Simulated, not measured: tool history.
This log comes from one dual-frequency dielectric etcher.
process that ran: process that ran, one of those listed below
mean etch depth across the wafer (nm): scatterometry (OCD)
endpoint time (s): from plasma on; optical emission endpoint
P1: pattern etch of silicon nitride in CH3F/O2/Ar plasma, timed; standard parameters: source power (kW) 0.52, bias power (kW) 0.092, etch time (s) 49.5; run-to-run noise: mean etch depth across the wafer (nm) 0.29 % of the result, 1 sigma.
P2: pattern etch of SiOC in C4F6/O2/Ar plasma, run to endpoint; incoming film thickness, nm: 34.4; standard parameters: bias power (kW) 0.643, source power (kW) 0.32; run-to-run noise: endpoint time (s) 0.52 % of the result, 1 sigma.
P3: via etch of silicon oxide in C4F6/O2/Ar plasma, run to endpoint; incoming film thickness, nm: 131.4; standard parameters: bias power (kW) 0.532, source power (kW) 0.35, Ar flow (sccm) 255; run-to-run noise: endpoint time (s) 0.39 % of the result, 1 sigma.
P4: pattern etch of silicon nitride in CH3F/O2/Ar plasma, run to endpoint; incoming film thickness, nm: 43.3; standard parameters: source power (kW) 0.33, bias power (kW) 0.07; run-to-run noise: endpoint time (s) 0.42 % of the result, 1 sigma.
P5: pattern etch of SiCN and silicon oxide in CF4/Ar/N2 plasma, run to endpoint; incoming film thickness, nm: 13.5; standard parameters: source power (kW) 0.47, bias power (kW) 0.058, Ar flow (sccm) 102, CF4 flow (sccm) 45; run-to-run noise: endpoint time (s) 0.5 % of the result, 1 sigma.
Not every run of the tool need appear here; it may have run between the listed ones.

run     day  process that ran  source power (kW)  bias power (kW)  etch time (s)  Ar flow (sccm)  CF4 flow (sccm)  mean etch depth across the wafer (nm)  endpoint time (s)
  1   0.667                P1               0.52            0.092           49.5                                                                  41.951
  2   1.267                P1               0.32            0.092             66                                                                  46.461
  3   1.817                P1               0.36            0.092           49.5                                                                  36.467
  4   2.496                P1               0.52            0.092             33                                                                   28.03
  5   2.829                P1               0.52            0.072           49.5                                                                  38.387
  6   3.329                P1               0.52            0.092           49.5                                                                  42.001
  7   3.967                P5               0.59            0.058                            102               45                                                    13.908
  8   4.658                P3               0.47            0.532                            255                                                                     26.669
  9   5.117                P1               0.52            0.113           49.5                                                                  45.016
 10   5.567                P3               0.35            0.532                            255                                                                     29.534
      5.617  -- bias power generator calibrated
 11   6.075                P1               0.52            0.092           49.5                                                                  42.028
 12   6.517                P5               0.47            0.041                            102               45                                                    18.884
 13   7.167                P3               0.35            0.532                            357                                                                     30.702
 14     7.5                P1               0.52            0.092           49.5                                                                   41.85
 15   8.192                P1               0.69            0.092           49.5                                                                  46.635
 16   8.733                P4               0.33            0.097                                                                                                    61.039
 17   9.267                P5               0.47            0.058                            102               45                                                    17.106
 18   9.662                P1               0.52            0.062           32.5                                                                  24.084
 19  10.317                P1               0.42            0.061           49.5                                                                  33.439
 20  10.725                P5               0.47            0.058                             62               45                                                    15.653
 21  11.367                P4               0.46             0.07                                                                                                    60.091
 22  12.079                P1               0.52            0.092           49.5                                                                  41.825
 23  12.517                P1               0.52            0.092           49.5                                                                  41.971
 24  13.079                P1               0.52            0.092           49.5                                                                  41.758
 25  13.492                P2               0.32            0.904                                                                                                    10.163
 26  13.933                P2               0.19            0.643                                                                                                    14.149
 27  14.625                P3               0.35            0.359                            255                                                                     34.153
 28  15.229                P2               0.32            0.643                                                                                                      11.6
 29  15.892                P4               0.33             0.07                                                                                                    68.481
 30  16.212                P5               0.47            0.058                            102               32                                                    18.095
 31  16.771                P1               0.52            0.092             62                                                                  52.549
 32  17.379                P1               0.52            0.092           49.5                                                                  41.775
 33  17.871                P1               0.52            0.092           49.5                                                                  41.605
 34  18.554                P1               0.52            0.092           49.5                                                                  41.497
 35  19.112                P1               0.52            0.092           49.5                                                                   41.49
 36  19.646                P1               0.52            0.092           49.5                                                                  41.473

Predict the results of run 37:
     20.071  -- wet clean of the chamber
 37  20.233                P1               0.52            0.092           49.5                                                                       ?

Run 37 came out at mean etch depth across the wafer (nm) 41.269.
